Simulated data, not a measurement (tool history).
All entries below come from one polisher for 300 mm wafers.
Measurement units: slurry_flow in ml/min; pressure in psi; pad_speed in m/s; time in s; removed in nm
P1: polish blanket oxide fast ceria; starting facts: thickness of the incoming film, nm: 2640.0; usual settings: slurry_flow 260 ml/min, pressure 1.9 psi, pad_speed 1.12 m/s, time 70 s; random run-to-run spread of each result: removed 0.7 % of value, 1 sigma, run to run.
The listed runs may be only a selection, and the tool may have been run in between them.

run,hour,slurry_flow,pressure,pad_speed,time,removed
1,3.5,260,1.9,1.12,70,916.62
2,8.9,260,1.9,0.58,70,472.34
3,14,260,1.9,1.12,70,912.71
4,19.7,260,1.9,1.44,70,1172.3
5,24.2,260,1.2,1.12,70,583.55
6,27.1,260,1.9,1.12,70,915.37
7,32,380,1,1.12,70,499.02
# hour 33.9: slurry nozzle cleaned
8,35.5,260,1.9,1.12,98,1310.7
9,41,260,1.9,1.12,52,685.29
10,46.4,355,1.9,1.12,70,945.71
11,49.6,155,1.9,1.12,70,866.7
12,52.4,260,1.9,1.12,70,911.53
13,55.5,260,1.9,1.12,70,913.1
14,58.4,260,2.6,1.12,70,1261.9
15,61.1,260,1.9,1.12,70,926.39
16,66.4,260,1.9,1.12,70,902.57

Run 17, settings as shown, results not yet in. Your forecast:
17,70.9,260,1.9,1.12,70,?

{"run 17": {"removed": 891.85}}
